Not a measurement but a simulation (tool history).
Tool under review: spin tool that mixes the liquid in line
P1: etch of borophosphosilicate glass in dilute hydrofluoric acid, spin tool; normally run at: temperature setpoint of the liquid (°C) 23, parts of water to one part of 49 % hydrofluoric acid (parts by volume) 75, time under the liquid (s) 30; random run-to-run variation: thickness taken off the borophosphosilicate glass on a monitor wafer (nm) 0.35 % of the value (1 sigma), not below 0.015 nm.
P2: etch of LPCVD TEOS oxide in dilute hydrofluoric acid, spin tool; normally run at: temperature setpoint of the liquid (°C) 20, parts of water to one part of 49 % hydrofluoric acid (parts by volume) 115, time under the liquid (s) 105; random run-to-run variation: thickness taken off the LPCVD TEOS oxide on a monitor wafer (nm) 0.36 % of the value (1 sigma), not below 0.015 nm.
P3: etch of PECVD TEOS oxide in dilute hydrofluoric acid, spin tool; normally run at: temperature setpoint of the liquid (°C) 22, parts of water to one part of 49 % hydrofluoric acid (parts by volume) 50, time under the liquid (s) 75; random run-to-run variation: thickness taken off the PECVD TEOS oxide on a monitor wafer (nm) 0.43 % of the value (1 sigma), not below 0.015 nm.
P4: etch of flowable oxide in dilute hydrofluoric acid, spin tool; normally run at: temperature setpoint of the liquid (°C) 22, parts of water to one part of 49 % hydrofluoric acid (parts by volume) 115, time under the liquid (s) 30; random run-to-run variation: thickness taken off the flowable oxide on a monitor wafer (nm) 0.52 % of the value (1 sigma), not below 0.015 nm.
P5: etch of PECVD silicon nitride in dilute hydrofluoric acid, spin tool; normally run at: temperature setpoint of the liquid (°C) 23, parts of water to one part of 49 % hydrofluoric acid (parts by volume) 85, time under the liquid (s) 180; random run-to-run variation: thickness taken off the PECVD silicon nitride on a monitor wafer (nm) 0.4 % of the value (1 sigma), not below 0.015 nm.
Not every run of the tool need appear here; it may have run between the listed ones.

run	hour	process that ran	temperature setpoint of the liquid (°C)	parts of water to one part of 49 % hydrofluoric acid (parts by volume)	time under the liquid (s)	hours since the thermometer was replaced	hours since the hydrofluoric acid flow meter was replaced	thickness taken off the borophosphosilicate glass on a monitor wafer (nm)	thickness taken off the PECVD silicon nitride on a monitor wafer (nm)	thickness taken off the LPCVD TEOS oxide on a monitor wafer (nm)	thickness taken off the PECVD TEOS oxide on a monitor wafer (nm)	thickness taken off the flowable oxide on a monitor wafer (nm)
1	12.4	P1	23	75	30	995.5	566.8	17.328				
2	26.6	P1	19.5	75	50	1009.7	581	25.007				
3	39.5	P5	23	40	180	1022.6	593.9		17.259			
4	48.4	P2	20	115	160	1031.5	602.8			27.35		
5	56.6	P1	23	75	15	1039.7	611	8.7003				
6	63.4	P3	22	30	75	1046.5	617.8				33.391	
7	75.7	P1	23	75	30	1058.8	630.1	17.288				
8	88	P1	17.5	75	45	1071.1	642.4	20.65				
9	101.4	P1	23	105	30	1084.5	655.8	12.038				
10	108.7	P4	22	115	50	1091.8	663.1					16.249
11	123.4	P4	22	115	30	1106.5	677.8					9.7234
12	136.8	P1	28.5	75	15	1119.9	691.2	10.801				
13	147.4	P2	20	115	105	1130.5	701.8			17.943		
14	158.8	P3	17	50	75	1141.9	713.2				15.759	
15	165.4	P1	23	75	30	1148.5	719.8	17.333				
16	171.9	P1	23	75	30	1155	726.3	17.315				
17	181.9	P1	23	35	30	1165	736.3	39.168				
18	190.1	P2	23.5	115	105	1173.2	744.5			20.642		
19	198.1	P2	20	40	105	1181.2	752.5			56.74		
20	212.1	P1	27.5	75	30	1195.2	766.5	20.655				
21	225.1	P1	23	75	30	1208.2	779.5	17.293				
22	233.5	P4	22	210	30	1216.6	787.9					4.8342
23	248.1	P2	20	115	105	1231.2	802.5			18.069		
24	255.9	P1	17	75	30	1239	810.3	13.474				
25	269.5	P3	22	50	15	1252.6	823.9				3.9405	
26	278.1	P5	23	85	330	1261.2	832.5		15.047			
27	292.3	P4	17	115	30	1275.4	846.7					7.9355
28	303.3	P1	23	75	30	1286.4	857.7	17.472				
29	313.4	P3	22	50	75	1296.5	867.8				19.493	
30	326.7	P5	23	85	180	1309.8	881.1		8.1809			
31	337	P5	17.5	85	180	1320.1	891.4		5.6692			
32	346.7	P1	23	75	30	1329.8	901.1	17.266				
33	357	P4	22	115	30	1340.1	911.4					9.7459
34	368.6	P1	23	75	50	1351.7	923	28.964				
35	379	P1	23	75	30	1362.1	933.4	17.31				
36	390.7	P1	23	75	30	1373.8	945.1	16.983				
37	402.4	P1	23	75	30	1385.5	956.8	16.527				
38	412.1	P1	23	75	30	1395.2	966.5	16.376				
39	426.4	P1	23	75	30	1409.5	980.8	16.351				
40	437.3	P1	23	75	30	1420.4	991.7	16.237				
41	444.8	P1	23	75	30	1427.9	999.2	16.052				
42	455	P1	23	75	30	1438.1	1009.4	16.155				
43	467.1	P1	23	75	30	1450.2	1021.5	16.064				
44	475.5	P1	23	75	30	1458.6	1029.9	15.938				
45	488.3	P1	23	75	30	1471.4	1042.7	16.061				
46	498.1	P1	23	75	30	1481.2	1052.5	16.12				

Compared with where it was, what P1 gives has crept away. Each cause listed below fits the log as well as the rest, at the size given for it:
A: liquid colder than its thermometer reads (K) = 1.9
B: hydrofluoric acid flow below the setpoint (%) = 6.83
The creep began at about hour 379.

Below are 4 check runs, each on a single wafer, with their results shown as question marks. Which of them would tell the listed causes apart, meaning the causes would give clearly different results under it?
check 1	507.9	P2	20	115	105					?		
check 2	507.9	P4	22	115	30							?
check 3	507.9	P5	23	85	180				?			
check 4	507.9	P3	22	50	75						?	

What each check would give under each cause:
check	result	if A	if B
check 1	thickness taken off the LPCVD TEOS oxide on a monitor wafer (nm)	16.624	16.592
check 2	thickness taken off the flowable oxide on a monitor wafer (nm)	8.9987	8.9646
check 3	thickness taken off the PECVD silicon nitride on a monitor wafer (nm)	7.2251	7.66
check 4	thickness taken off the PECVD TEOS oxide on a monitor wafer (nm)	18.031	18.113
Distance between the nearest two causes, measured in the result of the check that separates them most: check 1 0.19 %; check 2 0.38 %; check 3 5.85 %; check 4 0.46 %
Check 3 distinguishes between the causes, while the remaining checks would return nearly the same result for all of them.

Then check 3 was run and gave: thickness taken off the PECVD silicon nitride on a monitor wafer (nm) 7.6746. Which cause is it?

It is B: hydrofluoric acid flow below the setpoint (%).
